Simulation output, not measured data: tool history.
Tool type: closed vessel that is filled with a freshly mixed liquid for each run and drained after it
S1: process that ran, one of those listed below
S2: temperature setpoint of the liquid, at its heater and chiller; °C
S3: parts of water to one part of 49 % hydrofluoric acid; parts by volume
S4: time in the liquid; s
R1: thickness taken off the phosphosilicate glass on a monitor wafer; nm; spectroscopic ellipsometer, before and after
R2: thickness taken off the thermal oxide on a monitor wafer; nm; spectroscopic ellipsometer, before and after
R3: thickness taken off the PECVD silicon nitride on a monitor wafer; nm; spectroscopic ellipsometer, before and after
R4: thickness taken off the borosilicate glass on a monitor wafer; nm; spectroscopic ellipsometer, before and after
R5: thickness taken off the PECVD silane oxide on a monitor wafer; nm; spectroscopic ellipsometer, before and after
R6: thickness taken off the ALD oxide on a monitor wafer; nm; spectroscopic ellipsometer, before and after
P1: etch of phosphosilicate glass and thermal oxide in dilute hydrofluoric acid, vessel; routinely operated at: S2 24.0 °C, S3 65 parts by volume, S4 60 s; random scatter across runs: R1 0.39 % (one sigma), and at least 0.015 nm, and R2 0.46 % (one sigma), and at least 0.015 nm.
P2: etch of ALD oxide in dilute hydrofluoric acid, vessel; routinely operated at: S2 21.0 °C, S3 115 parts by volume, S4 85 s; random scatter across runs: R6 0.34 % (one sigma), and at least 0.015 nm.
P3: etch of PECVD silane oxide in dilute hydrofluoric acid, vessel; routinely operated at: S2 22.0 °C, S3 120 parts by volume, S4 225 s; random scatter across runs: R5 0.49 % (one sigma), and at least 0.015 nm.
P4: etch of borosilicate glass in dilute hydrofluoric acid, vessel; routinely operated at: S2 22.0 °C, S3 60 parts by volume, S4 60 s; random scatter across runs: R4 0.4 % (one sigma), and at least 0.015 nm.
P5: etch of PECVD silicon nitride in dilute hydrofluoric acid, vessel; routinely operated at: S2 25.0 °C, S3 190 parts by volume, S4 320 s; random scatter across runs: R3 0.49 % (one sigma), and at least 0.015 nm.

| run | hour | S1 | S2 | S3 | S4 | R1 | R2 | R3 | R4 | R5 | R6 |
|---|---|---|---|---|---|---|---|---|---|---|---|
| 1 | 9.0 | P1 | 24.0 | 65 | 60 | 80.274 | 4.7221 |  |  |  |  |
| 2 | 13.7 | P5 | 25.0 | 190 | 320 |  |  | 10.483 |  |  |  |
| 3 | 21.5 | P4 | 22.0 | 60 | 60 |  |  |  | 25.945 |  |  |
| 4 | 27.8 | P3 | 22.0 | 120 | 410 |  |  |  |  | 101.360 |  |
| 5 | 36.2 | P4 | 22.0 | 60 | 60 |  |  |  | 26.097 |  |  |
| 6 | 42.5 | P1 | 29.0 | 65 | 60 | 97.425 | 5.8074 |  |  |  |  |
| 7 | 47.0 | P1 | 24.0 | 20 | 35 | 161.530 | 9.4636 |  |  |  |  |
| 8 | 54.8 | P1 | 24.0 | 65 | 60 | 80.558 | 4.7035 |  |  |  |  |
| 9 | 60.5 | P1 | 19.5 | 65 | 60 | 66.827 | 3.9026 |  |  |  |  |
| 10 | 66.4 | P1 | 32.0 | 65 | 110 | 201.220 | 11.8660 |  |  |  |  |
| 11 | 75.0 | P2 | 21.0 | 115 | 85 |  |  |  |  |  | 12.046 |
| 12 | 79.3 | P2 | 21.0 | 115 | 85 |  |  |  |  |  | 12.119 |
| 13 | 85.1 | P2 | 28.0 | 115 | 85 |  |  |  |  |  | 15.848 |
| 14 | 93.1 | P3 | 22.0 | 120 | 225 |  |  |  |  | 55.452 |  |
| 15 | 100.0 | P5 | 25.0 | 50 | 320 |  |  | 39.266 |  |  |  |
| 16 | 107.2 | P1 | 24.0 | 110 | 60 | 45.105 | 2.6330 |  |  |  |  |
| 17 | 114.0 | P1 | 24.0 | 65 | 120 | 160.470 | 9.4356 |  |  |  |  |
| 18 | 117.9 | P1 | 24.0 | 65 | 60 | 81.034 | 4.7473 |  |  |  |  |
| 19 | 126.4 | P5 | 33.0 | 190 | 320 |  |  | 17.015 |  |  |  |
| 20 | 131.9 | P1 | 24.0 | 40 | 60 | 135.140 | 7.9009 |  |  |  |  |
| 21 | 137.5 | P1 | 24.0 | 65 | 35 | 47.016 | 2.7808 |  |  |  |  |
| 22 | 142.5 | P3 | 28.0 | 120 | 225 |  |  |  |  | 70.952 |  |
| 23 | 151.1 | P2 | 21.0 | 40 | 85 |  |  |  |  |  | 38.007 |
| 24 | 159.4 | P3 | 22.0 | 195 | 225 |  |  |  |  | 31.598 |  |
| 25 | 168.0 | P4 | 22.0 | 60 | 30 |  |  |  | 12.928 |  |  |
| 26 | 175.4 | P2 | 21.0 | 115 | 140 |  |  |  |  |  | 19.954 |
| 27 | 179.7 | P5 | 25.0 | 190 | 465 |  |  | 15.269 |  |  |  |
| 28 | 188.0 | P4 | 22.0 | 105 | 60 |  |  |  | 14.003 |  |  |
| 29 | 196.0 | P4 | 30.0 | 60 | 60 |  |  |  | 36.119 |  |  |
| 30 | 203.2 | P1 | 24.0 | 65 | 60 | 80.385 | 4.6858 |  |  |  |  |
| 31 | 212.3 | P1 | 24.0 | 65 | 60 | 80.314 | 4.7248 |  |  |  |  |
| 32 | 218.8 | P1 | 24.0 | 65 | 60 | 78.063 | 4.5711 |  |  |  |  |
| 33 | 226.0 | P1 | 24.0 | 65 | 60 | 76.715 | 4.5429 |  |  |  |  |
| 34 | 230.2 | P1 | 24.0 | 65 | 60 | 76.168 | 4.4923 |  |  |  |  |
| 35 | 237.2 | P1 | 24.0 | 65 | 60 | 75.582 | 4.4593 |  |  |  |  |
| 36 | 244.9 | P1 | 24.0 | 65 | 60 | 74.977 | 4.4226 |  |  |  |  |
| 37 | 253.1 | P1 | 24.0 | 65 | 60 | 75.129 | 4.4545 |  |  |  |  |
| 38 | 258.8 | P1 | 24.0 | 65 | 60 | 75.282 | 4.4070 |  |  |  |  |
| 39 | 262.9 | P1 | 24.0 | 65 | 60 | 74.458 | 4.4131 |  |  |  |  |
| 40 | 271.0 | P1 | 24.0 | 65 | 60 | 74.747 | 4.3849 |  |  |  |  |

The log shows P1 creeping away from where it was. Any of the 2 causes listed here, at the size stated for it, fits the log just as well as the others:
A: liquid colder than its thermometer reads (K) = 1.76
B: hydrofluoric acid flow below the setpoint (%) = 6.39
Onset of the creep was near hour 212.3.

Question marks stand in for the results of the 4 check runs listed below, each run on one wafer. Under which run would the listed causes show clearly different results?
| check 1 | 279.1 | P3 | 25.0 | 120 | 330 |  |  |  |  | ? |  |
| check 2 | 279.1 | P4 | 30.0 | 105 | 60 |  |  |  | ? |  |  |
| check 3 | 279.1 | P5 | 32.5 | 190 | 320 |  |  | ? |  |  |  |
| check 4 | 279.1 | P2 | 25.0 | 115 | 85 |  |  |  |  |  | ? |

Expected result of each check under each candidate cause:
| check | result | if A | if B |
|---|---|---|---|
| check 1 | R5 | 85.641 | 85.017 |
| check 2 | R4 | 17.951 | 17.776 |
| check 3 | R3 | 14.849 | 15.393 |
| check 4 | R6 | 13.174 | 13.085 |
Smallest distance between any two causes, each pair judged by its most separating result, in per cent: check 1 0.73 %; check 2 0.98 %; check 3 3.59 %; check 4 0.67 %
The other checks would show nearly matching results whichever cause is true, so check 3 is the only one that separates the causes.

After running check 3, the following was obtained: R3 14.887 nm. Which cause does this point to?

It is A: liquid colder than its thermometer reads (K).
